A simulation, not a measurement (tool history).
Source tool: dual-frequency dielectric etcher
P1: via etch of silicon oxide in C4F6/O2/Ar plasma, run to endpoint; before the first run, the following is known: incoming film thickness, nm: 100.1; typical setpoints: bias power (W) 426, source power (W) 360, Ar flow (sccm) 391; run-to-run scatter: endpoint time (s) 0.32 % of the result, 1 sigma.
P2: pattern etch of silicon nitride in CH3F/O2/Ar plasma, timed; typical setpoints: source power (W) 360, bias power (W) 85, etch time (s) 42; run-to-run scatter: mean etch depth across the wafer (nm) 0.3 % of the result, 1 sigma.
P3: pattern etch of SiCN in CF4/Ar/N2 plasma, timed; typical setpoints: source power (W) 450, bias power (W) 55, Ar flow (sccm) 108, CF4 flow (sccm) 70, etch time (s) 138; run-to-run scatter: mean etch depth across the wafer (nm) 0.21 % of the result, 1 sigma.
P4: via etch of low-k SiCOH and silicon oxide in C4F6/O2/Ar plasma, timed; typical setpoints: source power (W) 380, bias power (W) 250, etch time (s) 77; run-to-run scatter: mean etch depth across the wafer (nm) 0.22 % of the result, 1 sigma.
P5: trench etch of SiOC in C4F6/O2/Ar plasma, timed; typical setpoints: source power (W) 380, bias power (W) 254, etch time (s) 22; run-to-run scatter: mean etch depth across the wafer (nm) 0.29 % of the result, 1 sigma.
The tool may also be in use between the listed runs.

| run | hour | process that ran | bias power (W) | source power (W) | Ar flow (sccm) | CF4 flow (sccm) | etch time (s) | endpoint time (s) | mean etch depth across the wafer (nm) |
|---|---|---|---|---|---|---|---|---|---|
| 1 | 8.7 | P1 | 426 | 360 | 391 |  |  | 26.239 |  |
| 2 | 20.2 | P1 | 426 | 360 | 391 |  |  | 26.034 |  |
| 3 | 29.4 | P3 | 55 | 450 | 64 | 70 | 138 |  | 116.05 |
| 4 | 41.4 | P1 | 426 | 360 | 470 |  |  | 26.579 |  |
| 5 | 50.6 | P1 | 426 | 470 | 391 |  |  | 23.839 |  |
| 6 | 59.7 | P5 | 254 | 540 |  |  | 22 |  | 60.327 |
| 7 | 65.7 | P1 | 264 | 360 | 391 |  |  | 30.992 |  |
| 8 | 72.5 | P4 | 311 | 380 |  |  | 77 |  | 237.7 |
| 9 | 84.5 | P1 | 426 | 360 | 391 |  |  | 26.165 |  |
| 10 | 96.8 | P3 | 55 | 600 | 108 | 70 | 138 |  | 138.42 |
| 11 | 105.1 | P3 | 76 | 450 | 108 | 70 | 138 |  | 119.82 |
| 12 | 111.7 | P1 | 426 | 360 | 226 |  |  | 24.672 |  |
| 13 | 117.8 | P3 | 55 | 450 | 108 | 70 | 138 |  | 107.03 |
| 14 | 129.9 | P1 | 426 | 360 | 391 |  |  | 26.296 |  |
| 15 | 135.8 | P1 | 426 | 480 | 241 |  |  | 22.271 |  |
| 16 | 144.8 | P5 | 254 | 380 |  |  | 22 |  | 52.683 |
| 17 | 152 | P2 | 85 | 360 |  |  | 52 |  | 37.779 |
| 18 | 160.7 | P2 | 53 | 360 |  |  | 42 |  | 26.011 |
| 19 | 166.8 | P1 | 541 | 360 | 391 |  |  | 24.039 |  |
| 20 | 177.6 | P1 | 426 | 360 | 391 |  |  | 26.183 |  |
| 21 | 184.3 | P1 | 426 | 230 | 391 |  |  | 30.879 |  |
| 22 | 196.8 | P5 | 327 | 380 |  |  | 22 |  | 57.469 |
| 23 | 205.3 | P4 | 250 | 220 |  |  | 77 |  | 178.58 |
| 24 | 217 | P3 | 55 | 450 | 108 | 70 | 138 |  | 107.03 |
| 25 | 227 | P4 | 250 | 380 |  |  | 77 |  | 220.62 |
| 26 | 236.5 | P3 | 55 | 450 | 108 | 70 | 76 |  | 58.97 |
| 27 | 244.2 | P5 | 254 | 380 |  |  | 22 |  | 52.95 |
| 28 | 251.3 | P1 | 426 | 360 | 391 |  |  | 26.189 |  |
| 29 | 261.2 | P5 | 254 | 380 |  |  | 31.5 |  | 75.42 |

What does the tool deliver on the next run?
| 30 | 272.1 | P4 | 250 | 380 |  |  | 58.5 |  | ? |

mean etch depth across the wafer (nm): 167.21
